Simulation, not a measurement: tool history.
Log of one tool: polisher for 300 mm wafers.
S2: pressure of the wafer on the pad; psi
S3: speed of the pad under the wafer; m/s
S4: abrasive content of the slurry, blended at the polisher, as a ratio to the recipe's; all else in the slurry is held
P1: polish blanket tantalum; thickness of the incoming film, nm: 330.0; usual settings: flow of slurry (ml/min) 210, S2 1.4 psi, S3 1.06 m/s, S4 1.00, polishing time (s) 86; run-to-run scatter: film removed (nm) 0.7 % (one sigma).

run 1 hour=7.1 | flow_of_slurry_(ml/min)=210 S2=1.4 S3=1.06 S4=1.00 polishing_time_(s)=86 | film_removed_(nm)=113.520
run 2 hour=18.8 | flow_of_slurry_(ml/min)=210 S2=1.4 S3=1.06 S4=1.00 polishing_time_(s)=44 | film_removed_(nm)=58.339
run 3 hour=32.5 | flow_of_slurry_(ml/min)=210 S2=0.8 S3=1.06 S4=1.00 polishing_time_(s)=112 | film_removed_(nm)=85.098
run 4 hour=40.7 | flow_of_slurry_(ml/min)=210 S2=1.4 S3=0.50 S4=1.00 polishing_time_(s)=86 | film_removed_(nm)=54.155
run 5 hour=54.9 | flow_of_slurry_(ml/min)=210 S2=1.4 S3=1.06 S4=0.60 polishing_time_(s)=86 | film_removed_(nm)=96.549
run 6 hour=65.2 | flow_of_slurry_(ml/min)=210 S2=1.4 S3=1.06 S4=1.00 polishing_time_(s)=86 | film_removed_(nm)=114.600
run 7 hour=75.9 | flow_of_slurry_(ml/min)=210 S2=1.4 S3=1.64 S4=1.00 polishing_time_(s)=86 | film_removed_(nm)=176.920
run 8 hour=90.3 | flow_of_slurry_(ml/min)=210 S2=1.4 S3=1.06 S4=1.00 polishing_time_(s)=126 | film_removed_(nm)=169.260
run 9 hour=106.2 | flow_of_slurry_(ml/min)=210 S2=1.4 S3=1.06 S4=1.25 polishing_time_(s)=86 | film_removed_(nm)=120.690
run 10 hour=119.6 | flow_of_slurry_(ml/min)=320 S2=1.4 S3=1.06 S4=1.00 polishing_time_(s)=86 | film_removed_(nm)=118.690
run 11 hour=129.6 | flow_of_slurry_(ml/min)=270 S2=1.4 S3=1.60 S4=1.00 polishing_time_(s)=86 | film_removed_(nm)=177.610
run 12 hour=140.2 | flow_of_slurry_(ml/min)=210 S2=0.6 S3=1.06 S4=1.00 polishing_time_(s)=86 | film_removed_(nm)=48.519
run 13 hour=152.2 | flow_of_slurry_(ml/min)=210 S2=1.4 S3=1.06 S4=1.00 polishing_time_(s)=86 | film_removed_(nm)=114.220
run 14 hour=161.3 | flow_of_slurry_(ml/min)=210 S2=1.4 S3=1.06 S4=1.00 polishing_time_(s)=86 | film_removed_(nm)=114.590
run 15 hour=168.3 | flow_of_slurry_(ml/min)=210 S2=1.4 S3=1.06 S4=1.00 polishing_time_(s)=86 | film_removed_(nm)=112.430
run 16 hour=177.4 | flow_of_slurry_(ml/min)=130 S2=1.0 S3=1.06 S4=1.00 polishing_time_(s)=86 | film_removed_(nm)=75.523
run 17 hour=184.6 | flow_of_slurry_(ml/min)=210 S2=1.4 S3=1.06 S4=1.00 polishing_time_(s)=86 | film_removed_(nm)=114.270
run 18 hour=195.7 | flow_of_slurry_(ml/min)=210 S2=1.9 S3=1.06 S4=1.00 polishing_time_(s)=86 | film_removed_(nm)=153.140
run 19 hour=211.5 | flow_of_slurry_(ml/min)=125 S2=1.4 S3=1.06 S4=1.00 polishing_time_(s)=86 | film_removed_(nm)=104.590
run 20 hour=222.7 | flow_of_slurry_(ml/min)=210 S2=1.4 S3=1.06 S4=1.00 polishing_time_(s)=86 | film_removed_(nm)=114.140
run 21 hour=234.1 | flow_of_slurry_(ml/min)=210 S2=1.4 S3=1.06 S4=1.00 polishing_time_(s)=86 | film_removed_(nm)=114.220
run 22 hour=243.2 | flow_of_slurry_(ml/min)=210 S2=1.4 S3=1.06 S4=1.00 polishing_time_(s)=86 | film_removed_(nm)=109.700
run 23 hour=257.4 | flow_of_slurry_(ml/min)=210 S2=1.4 S3=1.06 S4=1.00 polishing_time_(s)=86 | film_removed_(nm)=107.010
run 24 hour=267.2 | flow_of_slurry_(ml/min)=210 S2=1.4 S3=1.06 S4=1.00 polishing_time_(s)=86 | film_removed_(nm)=105.910
-- hour=275.8 worn pad replaced by a new one
run 25 hour=280.8 | flow_of_slurry_(ml/min)=210 S2=1.4 S3=1.06 S4=1.00 polishing_time_(s)=86 | film_removed_(nm)=102.990
-- hour=285.3 slurry nozzle cleaned
run 26 hour=293.2 | flow_of_slurry_(ml/min)=210 S2=1.4 S3=1.06 S4=1.00 polishing_time_(s)=86 | film_removed_(nm)=103.990
run 27 hour=300.4 | flow_of_slurry_(ml/min)=210 S2=1.4 S3=1.06 S4=1.00 polishing_time_(s)=86 | film_removed_(nm)=103.700
run 28 hour=315.4 | flow_of_slurry_(ml/min)=210 S2=1.4 S3=1.06 S4=1.00 polishing_time_(s)=86 | film_removed_(nm)=102.490
run 29 hour=327.6 | flow_of_slurry_(ml/min)=210 S2=1.4 S3=1.06 S4=1.00 polishing_time_(s)=86 | film_removed_(nm)=100.980

What P1 gives has crept away from where it was. These 2 causes fit the log equally well, each at the size given:
A: head's pressure below its setpoint, % = 9.78
B: abrasive missing from the slurry, % = 27.5
The creep began at about hour 234.1.
Why every other cause is out:
removal rate lost through wear of the pad, %: serviced at hour 275.8, which brought nothing back
slurry flow missing at the pad, %: serviced at hour 285.3, which brought nothing back

4 check runs are offered, each on 3 wafers whose results are averaged, their results left as question marks. Which one tells the causes apart?
run check 1 hour=339.8 | flow_of_slurry_(ml/min)=210 S2=0.7 S3=1.06 S4=1.00 polishing_time_(s)=86 | film_removed_(nm)=?
run check 2 hour=339.8 | flow_of_slurry_(ml/min)=280 S2=1.4 S3=1.28 S4=1.00 polishing_time_(s)=86 | film_removed_(nm)=?
run check 3 hour=339.8 | flow_of_slurry_(ml/min)=210 S2=1.4 S3=1.06 S4=0.65 polishing_time_(s)=86 | film_removed_(nm)=?
run check 4 hour=339.8 | flow_of_slurry_(ml/min)=300 S2=1.4 S3=1.60 S4=1.00 polishing_time_(s)=86 | film_removed_(nm)=?

What each check would give under each cause:
check=check_1 result=film_removed_(nm) if_A=51.370 if_B=51.371
check=check_2 result=film_removed_(nm) if_A=128.050 if_B=128.060
check=check_3 result=film_removed_(nm) if_A=89.041 if_B=86.233
check=check_4 result=film_removed_(nm) if_A=161.090 if_B=161.100
How far apart the two closest causes lie, in the result that separates them most: check 1 0 %; check 2 0 %; check 3 3.2 %; check 4 0 %
Only check 3 tells the causes apart: in the others they would give nearly the same result.

Then check 3 was run and gave: film removed (nm) 86.223. Which cause is it?

It is B: abrasive missing from the slurry, %.
